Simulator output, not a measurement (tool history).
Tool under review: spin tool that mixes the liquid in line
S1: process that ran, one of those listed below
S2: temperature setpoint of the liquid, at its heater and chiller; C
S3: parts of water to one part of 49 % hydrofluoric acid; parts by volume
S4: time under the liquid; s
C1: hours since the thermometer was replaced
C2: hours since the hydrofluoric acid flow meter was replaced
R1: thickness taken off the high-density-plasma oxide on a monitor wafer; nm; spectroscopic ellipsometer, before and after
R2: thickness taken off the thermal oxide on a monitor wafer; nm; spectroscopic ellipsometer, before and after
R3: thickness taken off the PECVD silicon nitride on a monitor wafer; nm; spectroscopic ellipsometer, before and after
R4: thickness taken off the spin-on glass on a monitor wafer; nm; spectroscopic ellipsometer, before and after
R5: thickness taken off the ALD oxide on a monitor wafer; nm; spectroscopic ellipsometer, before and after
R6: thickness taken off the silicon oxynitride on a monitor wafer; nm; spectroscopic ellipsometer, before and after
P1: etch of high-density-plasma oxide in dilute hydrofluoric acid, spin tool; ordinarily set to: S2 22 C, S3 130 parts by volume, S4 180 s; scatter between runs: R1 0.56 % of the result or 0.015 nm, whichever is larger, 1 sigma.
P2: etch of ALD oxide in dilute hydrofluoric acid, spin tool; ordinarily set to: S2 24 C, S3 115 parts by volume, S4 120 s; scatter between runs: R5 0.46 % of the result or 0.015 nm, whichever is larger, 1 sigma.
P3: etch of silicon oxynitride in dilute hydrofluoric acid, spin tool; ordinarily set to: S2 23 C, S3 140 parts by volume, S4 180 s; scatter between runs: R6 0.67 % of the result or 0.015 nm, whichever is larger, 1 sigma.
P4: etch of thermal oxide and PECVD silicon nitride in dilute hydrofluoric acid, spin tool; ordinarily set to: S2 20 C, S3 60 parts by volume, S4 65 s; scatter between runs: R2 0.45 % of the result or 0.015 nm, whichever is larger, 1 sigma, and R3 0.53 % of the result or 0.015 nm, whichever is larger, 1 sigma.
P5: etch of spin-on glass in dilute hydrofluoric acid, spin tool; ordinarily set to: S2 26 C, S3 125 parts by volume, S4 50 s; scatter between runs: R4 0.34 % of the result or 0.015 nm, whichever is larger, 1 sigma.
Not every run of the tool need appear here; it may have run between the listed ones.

{"run": 1, "hour": 6.8, "S1": "P1", "S2": 22, "S3": 130, "S4": 180, "C1": 157.1, "C2": 288.6, "R1": 10.395}
{"run": 2, "hour": 12.0, "S1": "P1", "S2": 22, "S3": 130, "S4": 50, "C1": 162.3, "C2": 293.8, "R1": 2.8481}
{"run": 3, "hour": 16.4, "S1": "P4", "S2": 20, "S3": 60, "S4": 65, "C1": 166.7, "C2": 298.2, "R2": 4.8002, "R3": 4.4869}
{"run": 4, "hour": 20.0, "S1": "P1", "S2": 17, "S3": 180, "S4": 180, "C1": 170.3, "C2": 301.8, "R1": 5.8254}
{"run": 5, "hour": 25.8, "S1": "P4", "S2": 20, "S3": 60, "S4": 65, "C1": 176.1, "C2": 307.6, "R2": 4.8246, "R3": 4.483}
{"run": 6, "hour": 32.6, "S1": "P5", "S2": 26, "S3": 125, "S4": 90, "C1": 182.9, "C2": 314.4, "R4": 46.32}
{"run": 7, "hour": 38.3, "S1": "P2", "S2": 24, "S3": 215, "S4": 120, "C1": 188.6, "C2": 320.1, "R5": 5.7764}
{"run": 8, "hour": 44.0, "S1": "P5", "S2": 26, "S3": 50, "S4": 50, "C1": 194.3, "C2": 325.8, "R4": 70.938}
{"run": 9, "hour": 49.1, "S1": "P1", "S2": 22, "S3": 130, "S4": 180, "C1": 199.4, "C2": 330.9, "R1": 10.405}
{"run": 10, "hour": 52.4, "S1": "P1", "S2": 22, "S3": 190, "S4": 180, "C1": 202.7, "C2": 334.2, "R1": 6.7322}
{"run": 11, "hour": 58.9, "S1": "P4", "S2": 17, "S3": 60, "S4": 65, "C1": 209.2, "C2": 340.7, "R2": 4.225, "R3": 3.6709}
{"run": 12, "hour": 65.6, "S1": "P1", "S2": 22, "S3": 130, "S4": 180, "C1": 215.9, "C2": 347.4, "R1": 10.391}
{"run": 13, "hour": 68.6, "S1": "P4", "S2": 20, "S3": 60, "S4": 110, "C1": 218.9, "C2": 350.4, "R2": 8.1916, "R3": 7.5958}
{"run": 14, "hour": 74.8, "S1": "P1", "S2": 28.5, "S3": 130, "S4": 180, "C1": 225.1, "C2": 356.6, "R1": 13.338}
{"run": 15, "hour": 81.0, "S1": "P2", "S2": 24, "S3": 115, "S4": 120, "C1": 231.3, "C2": 362.8, "R5": 12.149}
{"run": 16, "hour": 85.4, "S1": "P2", "S2": 24, "S3": 115, "S4": 15, "C1": 235.7, "C2": 367.2, "R5": 1.4936}
{"run": 17, "hour": 89.9, "S1": "P5", "S2": 26, "S3": 125, "S4": 50, "C1": 240.2, "C2": 371.7, "R4": 25.612}
{"run": 18, "hour": 94.7, "S1": "P5", "S2": 26, "S3": 125, "S4": 50, "C1": 245, "C2": 376.5, "R4": 25.872}
{"run": 19, "hour": 99.8, "S1": "P3", "S2": 23, "S3": 140, "S4": 180, "C1": 250.1, "C2": 381.6, "R6": 3.045}
{"run": 20, "hour": 104.0, "S1": "P1", "S2": 22, "S3": 130, "S4": 180, "C1": 254.3, "C2": 385.8, "R1": 10.448}
{"run": 21, "hour": 109.0, "S1": "P3", "S2": 17, "S3": 140, "S4": 180, "C1": 259.3, "C2": 390.8, "R6": 2.3202}
{"run": 22, "hour": 112.5, "S1": "P1", "S2": 22, "S3": 130, "S4": 180, "C1": 262.8, "C2": 394.3, "R1": 10.332}
{"run": 23, "hour": 116.4, "S1": "P1", "S2": 22, "S3": 65, "S4": 180, "C1": 266.7, "C2": 398.2, "R1": 22.388}
{"run": 24, "hour": 121.2, "S1": "P3", "S2": 23, "S3": 140, "S4": 15, "C1": 271.5, "C2": 403, "R6": 0.25041}
{"run": 25, "hour": 128.0, "S1": "P1", "S2": 22, "S3": 130, "S4": 360, "C1": 278.3, "C2": 409.8, "R1": 20.796}
{"run": 26, "hour": 134.6, "S1": "P1", "S2": 22, "S3": 130, "S4": 180, "C1": 284.9, "C2": 416.4, "R1": 10.301}
{"run": 27, "hour": 137.8, "S1": "P4", "S2": 20, "S3": 20, "S4": 65, "C1": 288.1, "C2": 419.6, "R2": 15.069, "R3": 12.769}
{"run": 28, "hour": 141.7, "S1": "P3", "S2": 23, "S3": 90, "S4": 180, "C1": 292, "C2": 423.5, "R6": 4.9218}
{"run": 29, "hour": 147.1, "S1": "P1", "S2": 17, "S3": 130, "S4": 180, "C1": 297.4, "C2": 428.9, "R1": 8.551}
{"run": 30, "hour": 151.4, "S1": "P2", "S2": 17, "S3": 115, "S4": 120, "C1": 301.7, "C2": 433.2, "R5": 9.1725}
{"run": 31, "hour": 154.4, "S1": "P5", "S2": 32.5, "S3": 125, "S4": 50, "C1": 304.7, "C2": 436.2, "R4": 32.765}
{"run": 32, "hour": 157.7, "S1": "P1", "S2": 22, "S3": 130, "S4": 180, "C1": 308, "C2": 439.5, "R1": 10.311}
{"run": 33, "hour": 161.7, "S1": "P1", "S2": 22, "S3": 130, "S4": 180, "C1": 312, "C2": 443.5, "R1": 10.482}
{"run": 34, "hour": 167.5, "S1": "P1", "S2": 22, "S3": 130, "S4": 180, "C1": 317.8, "C2": 449.3, "R1": 9.9098}
{"run": 35, "hour": 172.5, "S1": "P1", "S2": 22, "S3": 130, "S4": 180, "C1": 322.8, "C2": 454.3, "R1": 9.891}
{"run": 36, "hour": 175.7, "S1": "P1", "S2": 22, "S3": 130, "S4": 180, "C1": 326, "C2": 457.5, "R1": 9.8217}
{"run": 37, "hour": 179.3, "S1": "P1", "S2": 22, "S3": 130, "S4": 180, "C1": 329.6, "C2": 461.1, "R1": 9.6235}
{"run": 38, "hour": 183.3, "S1": "P1", "S2": 22, "S3": 130, "S4": 180, "C1": 333.6, "C2": 465.1, "R1": 9.5832}
{"run": 39, "hour": 187.4, "S1": "P1", "S2": 22, "S3": 130, "S4": 180, "C1": 337.7, "C2": 469.2, "R1": 9.4925}
{"run": 40, "hour": 193.6, "S1": "P1", "S2": 22, "S3": 130, "S4": 180, "C1": 343.9, "C2": 475.4, "R1": 9.4846}
{"run": 41, "hour": 197.4, "S1": "P1", "S2": 22, "S3": 130, "S4": 180, "C1": 347.7, "C2": 479.2, "R1": 9.6156}
{"run": 42, "hour": 203.5, "S1": "P1", "S2": 22, "S3": 130, "S4": 180, "C1": 353.8, "C2": 485.3, "R1": 9.4545}
{"run": 43, "hour": 209.3, "S1": "P1", "S2": 22, "S3": 130, "S4": 180, "C1": 359.6, "C2": 491.1, "R1": 9.4951}
{"run": 44, "hour": 213.4, "S1": "P1", "S2": 22, "S3": 130, "S4": 180, "C1": 363.7, "C2": 495.2, "R1": 9.4165}

What P1 gives has crept away from where it was. These 2 causes fit the log equally well, each at the size given:
A: liquid colder than its thermometer reads (K) = 2.43
B: hydrofluoric acid flow below the setpoint (%) = 8.09
Creep in the process output first set in at about hour 161.7.

4 check runs are offered, one wafer each, their results left as question marks. Which one tells the causes apart?
{"run": "check 1", "hour": 217.5, "S1": "P3", "S2": 23, "S3": 140, "S4": 180, "R6": "?"}
{"run": "check 2", "hour": 217.5, "S1": "P2", "S2": 24, "S3": 115, "S4": 120, "R5": "?"}
{"run": "check 3", "hour": 217.5, "S1": "P5", "S2": 26, "S3": 125, "S4": 50, "R4": "?"}
{"run": "check 4", "hour": 217.5, "S1": "P4", "S2": 20, "S3": 60, "S4": 65, "R2": "?", "R3": "?"}

Expected result of each check under each candidate cause:
check=check_1 result=R6 if_A=2.7263 if_B=2.7832
check=check_2 result=R5 if_A=11.014 if_B=11.013
check=check_3 result=R4 if_A=23.392 if_B=23.298
check=check_4 result=R2 if_A=4.3564 if_B=4.4131
check=check_4 result=R3 if_A=3.7655 if_B=4.1098
Separation of the two closest causes in each check, using whichever result separates them best: check 1 2.07 %; check 2 0.01 %; check 3 0.4 %; check 4 8.75 %
Check 4 is the one run that separates the causes; every other check would come out nearly the same whichever cause is at work.

With check 4 done, the readings were: R2 4.365 nm; R3 3.7678 nm. Identify which of the listed causes applies.

The cause is A: liquid colder than its thermometer reads (K).
